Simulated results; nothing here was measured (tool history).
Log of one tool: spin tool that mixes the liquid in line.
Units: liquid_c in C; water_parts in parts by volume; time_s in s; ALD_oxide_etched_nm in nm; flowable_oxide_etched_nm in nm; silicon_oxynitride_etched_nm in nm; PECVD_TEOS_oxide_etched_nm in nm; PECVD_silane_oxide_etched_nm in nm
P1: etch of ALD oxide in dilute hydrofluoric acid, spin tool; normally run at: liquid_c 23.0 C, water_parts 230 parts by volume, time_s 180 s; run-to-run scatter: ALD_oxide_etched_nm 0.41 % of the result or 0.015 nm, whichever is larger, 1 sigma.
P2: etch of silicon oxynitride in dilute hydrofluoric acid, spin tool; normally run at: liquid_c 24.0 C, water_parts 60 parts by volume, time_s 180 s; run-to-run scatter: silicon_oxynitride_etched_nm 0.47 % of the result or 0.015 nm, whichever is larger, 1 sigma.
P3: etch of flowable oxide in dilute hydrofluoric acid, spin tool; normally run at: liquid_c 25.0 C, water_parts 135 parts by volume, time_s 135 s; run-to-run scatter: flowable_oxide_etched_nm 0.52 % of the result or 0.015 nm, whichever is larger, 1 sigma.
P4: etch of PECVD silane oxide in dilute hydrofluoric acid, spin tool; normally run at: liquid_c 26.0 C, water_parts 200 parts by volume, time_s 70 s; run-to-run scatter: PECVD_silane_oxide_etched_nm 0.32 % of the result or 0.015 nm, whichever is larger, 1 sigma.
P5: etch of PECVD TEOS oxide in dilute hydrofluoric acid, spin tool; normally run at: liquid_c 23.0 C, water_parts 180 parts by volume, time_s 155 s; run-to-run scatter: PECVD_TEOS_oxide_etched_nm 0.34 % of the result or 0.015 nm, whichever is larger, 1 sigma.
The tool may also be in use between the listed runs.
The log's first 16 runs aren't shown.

| run | hour | process | liquid_c | water_parts | time_s | ALD_oxide_etched_nm | flowable_oxide_etched_nm | silicon_oxynitride_etched_nm | PECVD_TEOS_oxide_etched_nm | PECVD_silane_oxide_etched_nm |
|---|---|---|---|---|---|---|---|---|---|---|
| 17 | 187.7 | P5 | 17.5 | 180 | 155 |  |  |  | 9.446 |  |
| 18 | 202.4 | P2 | 24.0 | 60 | 180 |  |  | 8.6129 |  |  |
| 19 | 212.8 | P5 | 23.0 | 295 | 155 |  |  |  | 6.412 |  |
| 20 | 223.1 | P1 | 23.0 | 230 | 180 | 6.2973 |  |  |  |  |
| 21 | 231.1 | P4 | 26.0 | 360 | 70 |  |  |  |  | 4.6389 |
| 22 | 243.1 | P2 | 24.0 | 105 | 180 |  |  | 4.6988 |  |  |
| 23 | 259.4 | P5 | 23.0 | 180 | 155 |  |  |  | 11.612 |  |
| 24 | 267.4 | P1 | 23.0 | 230 | 85 | 2.9619 |  |  |  |  |
| 25 | 284.1 | P1 | 23.0 | 230 | 180 | 6.2992 |  |  |  |  |
| 26 | 294.4 | P4 | 26.0 | 200 | 70 |  |  |  |  | 9.7636 |
| 27 | 304.1 | P5 | 23.0 | 180 | 155 |  |  |  | 11.657 |  |
| 28 | 317.0 | P4 | 26.0 | 200 | 130 |  |  |  |  | 18.2550 |
| 29 | 326.5 | P1 | 18.0 | 230 | 180 | 5.2351 |  |  |  |  |
| 30 | 334.9 | P3 | 25.0 | 135 | 195 |  | 49.465 |  |  |  |
| 31 | 345.2 | P1 | 23.0 | 230 | 180 | 6.3889 |  |  |  |  |
| 32 | 361.1 | P1 | 23.0 | 230 | 180 | 6.1622 |  |  |  |  |

The next listed run, before its measurement:
| 33 | 377.3 | P1 | 23.0 | 230 | 180 | ? |  |  |  |  |

Run 33 gave ALD_oxide_etched_nm 6.0271 nm.

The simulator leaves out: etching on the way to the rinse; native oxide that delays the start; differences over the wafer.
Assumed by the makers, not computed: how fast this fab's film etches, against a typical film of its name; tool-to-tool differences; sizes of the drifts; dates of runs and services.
